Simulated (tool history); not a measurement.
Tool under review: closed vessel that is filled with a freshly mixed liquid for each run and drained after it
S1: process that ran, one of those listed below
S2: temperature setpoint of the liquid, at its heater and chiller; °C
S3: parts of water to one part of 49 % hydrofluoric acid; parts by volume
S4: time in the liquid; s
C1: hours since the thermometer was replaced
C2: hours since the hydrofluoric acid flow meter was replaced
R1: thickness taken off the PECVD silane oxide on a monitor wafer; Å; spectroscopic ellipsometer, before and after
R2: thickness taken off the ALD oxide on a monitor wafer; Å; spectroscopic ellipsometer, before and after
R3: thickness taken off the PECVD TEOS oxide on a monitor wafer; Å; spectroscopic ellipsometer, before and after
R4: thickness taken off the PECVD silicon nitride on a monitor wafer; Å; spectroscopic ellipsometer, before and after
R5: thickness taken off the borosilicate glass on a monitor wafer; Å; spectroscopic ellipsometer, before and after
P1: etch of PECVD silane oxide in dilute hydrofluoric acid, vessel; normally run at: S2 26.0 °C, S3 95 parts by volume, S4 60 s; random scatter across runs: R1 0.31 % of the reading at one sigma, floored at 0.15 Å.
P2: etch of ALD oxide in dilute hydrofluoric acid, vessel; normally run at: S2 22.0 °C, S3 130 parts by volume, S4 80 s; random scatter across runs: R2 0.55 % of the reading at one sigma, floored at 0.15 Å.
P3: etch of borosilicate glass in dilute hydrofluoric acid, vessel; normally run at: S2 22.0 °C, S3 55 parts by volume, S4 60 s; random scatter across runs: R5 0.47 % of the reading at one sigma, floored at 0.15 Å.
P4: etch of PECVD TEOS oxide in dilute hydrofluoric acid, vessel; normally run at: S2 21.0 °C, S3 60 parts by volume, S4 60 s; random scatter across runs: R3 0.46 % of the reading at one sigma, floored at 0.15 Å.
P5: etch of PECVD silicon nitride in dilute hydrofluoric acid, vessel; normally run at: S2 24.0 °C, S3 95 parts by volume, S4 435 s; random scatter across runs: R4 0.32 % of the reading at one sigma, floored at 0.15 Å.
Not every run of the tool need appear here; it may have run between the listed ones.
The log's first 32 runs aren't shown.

Run 33, day 6.629: S1 P5, S2 20.0 °C, S3 95 parts by volume, S4 435 s; C1 117.6; C2 121.8. Result: R4 183.53 Å.
Run 34, day 6.750: S1 P1, S2 26.0 °C, S3 95 parts by volume, S4 60 s; C1 120.5; C2 124.7. Result: R1 343.15 Å.
Run 35, day 6.900: S1 P1, S2 26.0 °C, S3 95 parts by volume, S4 60 s; C1 124.1; C2 128.3. Result: R1 352.42 Å.
Run 36, day 7.058: S1 P1, S2 26.0 °C, S3 95 parts by volume, S4 60 s; C1 127.9; C2 132.1. Result: R1 357.02 Å.
Run 37, day 7.325: S1 P1, S2 26.0 °C, S3 95 parts by volume, S4 60 s; C1 134.3; C2 138.5. Result: R1 362.64 Å.
Run 38, day 7.446: S1 P1, S2 26.0 °C, S3 95 parts by volume, S4 60 s; C1 137.2; C2 141.4. Result: R1 365.85 Å.
Run 39, day 7.708: S1 P1, S2 26.0 °C, S3 95 parts by volume, S4 60 s; C1 143.5; C2 147.7. Result: R1 370.80 Å.
Run 40, day 7.879: S1 P1, S2 26.0 °C, S3 95 parts by volume, S4 60 s; C1 147.6; C2 151.8. Result: R1 368.82 Å.
Run 41, day 8.092: S1 P1, S2 26.0 °C, S3 95 parts by volume, S4 60 s; C1 152.7; C2 156.9. Result: R1 371.06 Å.
Run 42, day 8.346: S1 P1, S2 26.0 °C, S3 95 parts by volume, S4 60 s; C1 158.8; C2 163.0. Result: R1 374.05 Å.
Run 43, day 8.558: S1 P1, S2 26.0 °C, S3 95 parts by volume, S4 60 s; C1 163.9; C2 168.1. Result: R1 376.97 Å.
Run 44, day 8.733: S1 P1, S2 26.0 °C, S3 95 parts by volume, S4 60 s; C1 168.1; C2 172.3. Result: R1 374.31 Å.

Estimate the outcome of run 45 from the log above:
Run 45, day 8.892: S1 P1, S2 26.0 °C, S3 95 parts by volume, S4 60 s; C1 171.9; C2 176.1. Result: R1 ?.

For run 45 the tool returned R1 372.71 Å.

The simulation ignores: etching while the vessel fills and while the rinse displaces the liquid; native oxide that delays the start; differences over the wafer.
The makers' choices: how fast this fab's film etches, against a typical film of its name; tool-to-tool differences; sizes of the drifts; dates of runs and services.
